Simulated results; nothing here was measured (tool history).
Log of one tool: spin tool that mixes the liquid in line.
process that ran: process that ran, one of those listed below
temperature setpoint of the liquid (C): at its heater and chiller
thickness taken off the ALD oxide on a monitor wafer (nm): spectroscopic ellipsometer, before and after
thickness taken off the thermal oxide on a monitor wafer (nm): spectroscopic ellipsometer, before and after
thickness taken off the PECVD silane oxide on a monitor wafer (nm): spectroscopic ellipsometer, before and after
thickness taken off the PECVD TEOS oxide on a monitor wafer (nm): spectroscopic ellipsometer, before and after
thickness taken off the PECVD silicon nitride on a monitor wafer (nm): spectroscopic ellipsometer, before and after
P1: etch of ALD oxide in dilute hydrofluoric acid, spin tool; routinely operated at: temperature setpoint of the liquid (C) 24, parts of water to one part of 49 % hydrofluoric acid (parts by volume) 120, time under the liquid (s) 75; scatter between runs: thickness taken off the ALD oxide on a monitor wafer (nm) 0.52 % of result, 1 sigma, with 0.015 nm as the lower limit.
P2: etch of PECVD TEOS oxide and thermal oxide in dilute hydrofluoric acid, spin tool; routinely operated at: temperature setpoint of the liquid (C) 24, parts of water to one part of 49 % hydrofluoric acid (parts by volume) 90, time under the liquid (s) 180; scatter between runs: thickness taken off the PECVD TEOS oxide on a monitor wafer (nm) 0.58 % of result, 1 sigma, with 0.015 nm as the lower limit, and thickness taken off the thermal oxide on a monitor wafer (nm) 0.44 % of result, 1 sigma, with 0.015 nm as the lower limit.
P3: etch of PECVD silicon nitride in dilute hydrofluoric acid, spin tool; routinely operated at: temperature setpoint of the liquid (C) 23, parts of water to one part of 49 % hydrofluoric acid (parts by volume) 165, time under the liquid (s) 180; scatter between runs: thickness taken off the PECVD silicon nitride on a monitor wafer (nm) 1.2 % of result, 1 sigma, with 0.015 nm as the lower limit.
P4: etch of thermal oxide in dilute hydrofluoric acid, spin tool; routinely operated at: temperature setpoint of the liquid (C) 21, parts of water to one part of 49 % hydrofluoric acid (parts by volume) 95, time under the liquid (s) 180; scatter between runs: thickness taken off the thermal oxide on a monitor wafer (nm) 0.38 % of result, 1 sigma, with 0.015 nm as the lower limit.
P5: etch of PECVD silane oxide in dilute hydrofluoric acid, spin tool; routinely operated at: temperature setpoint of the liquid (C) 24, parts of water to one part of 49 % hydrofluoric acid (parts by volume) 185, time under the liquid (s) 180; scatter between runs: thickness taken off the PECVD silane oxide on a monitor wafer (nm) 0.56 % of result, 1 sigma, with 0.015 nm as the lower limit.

run   hour  process that ran  temperature setpoint of the liquid (C)  parts of water to one part of 49 % hydrofluoric acid (parts by volume)  time under the liquid (s)  thickness taken off the ALD oxide on a monitor wafer (nm)  thickness taken off the thermal oxide on a monitor wafer (nm)  thickness taken off the PECVD silane oxide on a monitor wafer (nm)  thickness taken off the PECVD TEOS oxide on a monitor wafer (nm)  thickness taken off the PECVD silicon nitride on a monitor wafer (nm)
  1   15.3                P1                                      24                                                                     120                         75                                                     6.5859
  2   22.2                P4                                      26                                                                      95                        180                                                                                                                     9.673
  3   32.6                P5                                      17                                                                     185                        180                                                                                                                                                                                        18.492
  4   42.4                P1                                      17                                                                     120                         75                                                     4.9629
  5   57.1                P1                                      17                                                                     185                         75                                                      2.994
  6   64.3                P1                                      24                                                                     120                         75                                                     6.6477
  7   76.3                P5                                      24                                                                     185                         95                                                                                                                                                                                        12.626
  8   91.4                P5                                      24                                                                     260                        180                                                                                                                                                                                        15.757
  9    106                P2                                      24                                                                      90                        330                                                                                                                    17.511                                                                                                                                30.933
 10  115.8                P1                                      20                                                                     120                        135                                                     10.104
 11  124.8                P2                                      24                                                                     150                        180                                                                                                                     5.337                                                                                                                                9.4943
 12  139.4                P4                                      21                                                                      20                        180                                                                                                                    41.499
 13  148.6                P4                                      21                                                                      95                        180                                                                                                                    7.9462
 14  163.5                P3                                      23                                                                     165                        280                                                                                                                                                                                                                                                                                                                                 2.8794
 15  176.2                P1                                      24                                                                     120                         75                                                     6.6641
 16  189.8                P5                                      24                                                                     185                        180                                                                                                                                                                                        24.003
 17  197.2                P1                                      24                                                                     120                        125                                                     10.935
 18  205.7                P1                                      24                                                                     120                         75                                                     6.6424
 19  214.5                P4                                      21                                                                      95                         30                                                                                                                    1.3297
 20  230.1                P2                                      28                                                                      90                        180                                                                                                                    11.202                                                                                                                                19.931
 21  238.5                P1                                      24                                                                     120                         75                                                     6.5762
 22  253.7                P1                                      24                                                                     120                         75                                                     6.5505
 23    268                P3                                      23                                                                     290                        180                                                                                                                                                                                                                                                                                                                                 1.0356
       273  -- thermometer replaced
 24  275.2                P1                                      29                                                                     120                         75                                                     7.9637
 25  283.2                P3                                      23                                                                     165                        180                                                                                                                                                                                                                                                                                                                                  1.833
 26  290.1                P1                                      24                                                                     120                         15                                                      1.313
 27  302.1                P4                                      21                                                                      95                        180                                                                                                                     7.973
 28  314.5                P1                                      24                                                                      45                         75                                                     19.427
 29  323.6                P3                                      18                                                                     165                        180                                                                                                                                                                                                                                                                                                                                   1.25
 30  331.9                P1                                      24                                                                     175                         75                                                     4.2471
 31  345.6                P1                                      24                                                                      50                        110                                                     25.337
 32  358.8                P2                                      24                                                                      90                        180                                                                                                                    9.5106                                                                                                                                16.991
 33  369.6                P1                                      24                                                                     120                         75                                                     6.6108
 34  377.7                P1                                      24                                                                     120                         75                                                     6.6676
 35  391.2                P1                                      24                                                                     120                         75                                                     6.7892
 36  406.1                P1                                      24                                                                     120                         75                                                     7.0061
 37    419                P1                                      24                                                                     120                         75                                                     6.9981
 38    430                P1                                      24                                                                     120                         75                                                     7.1205
 39  439.1                P1                                      24                                                                     120                         75                                                     7.0802
 40  454.9                P1                                      24                                                                     120                         75                                                     7.1669
 41  466.9                P1                                      24                                                                     120                         75                                                     7.1477
 42  478.6                P1                                      24                                                                     120                         75                                                     7.1032
 43  493.4                P1                                      24                                                                     120                         75                                                     7.1966
 44  506.8                P1                                      24                                                                     120                         75                                                     7.2059

What P1 gives has crept off from where it sat before. The 2 causes that follow fit the log equally well, each at the size noted:
A: hydrofluoric acid flow above the setpoint (%) = 7.78
B: liquid hotter than its thermometer reads (K) = 2.21
The drift started at roughly hour 369.6.

The 4 check runs listed below each average the results of 5 wafers, and their outcomes are marked with question marks. Under which run would the listed causes produce clearly different results?
check 1  520.2                P5                                    17.5                                                                     185                        120                                                                                                                                                                                             ?
check 2  520.2                P4                                      24                                                                      95                        180                                                                                                                         ?
check 3  520.2                P3                                      23                                                                     280                        180                                                                                                                                                                                                                                                                                                                                      ?
check 4  520.2                P2                                      24                                                                     125                        180                                                                                                                         ?                                                                                                                                     ?

If the cause were each of the candidates in turn, the checks would give the following:
  check                                                                 result    if A    if B
check 1     thickness taken off the PECVD silane oxide on a monitor wafer (nm)  13.566  13.564
check 2          thickness taken off the thermal oxide on a monitor wafer (nm)   9.725  9.7593
check 3  thickness taken off the PECVD silicon nitride on a monitor wafer (nm)  1.1563  1.2301
check 4          thickness taken off the thermal oxide on a monitor wafer (nm)  7.1866  7.1826
check 4       thickness taken off the PECVD TEOS oxide on a monitor wafer (nm)  12.821  12.814
How far apart the two closest causes lie, in the result that separates them most: check 1 0.02 %; check 2 0.35 %; check 3 6.19 %; check 4 0.06 %
Check 3 tells the causes apart: in the others they would give nearly the same result.

After running check 3, the following was obtained: thickness taken off the PECVD silicon nitride on a monitor wafer (nm) 1.2216. Which cause does this point to?

The cause is B: liquid hotter than its thermometer reads (K).
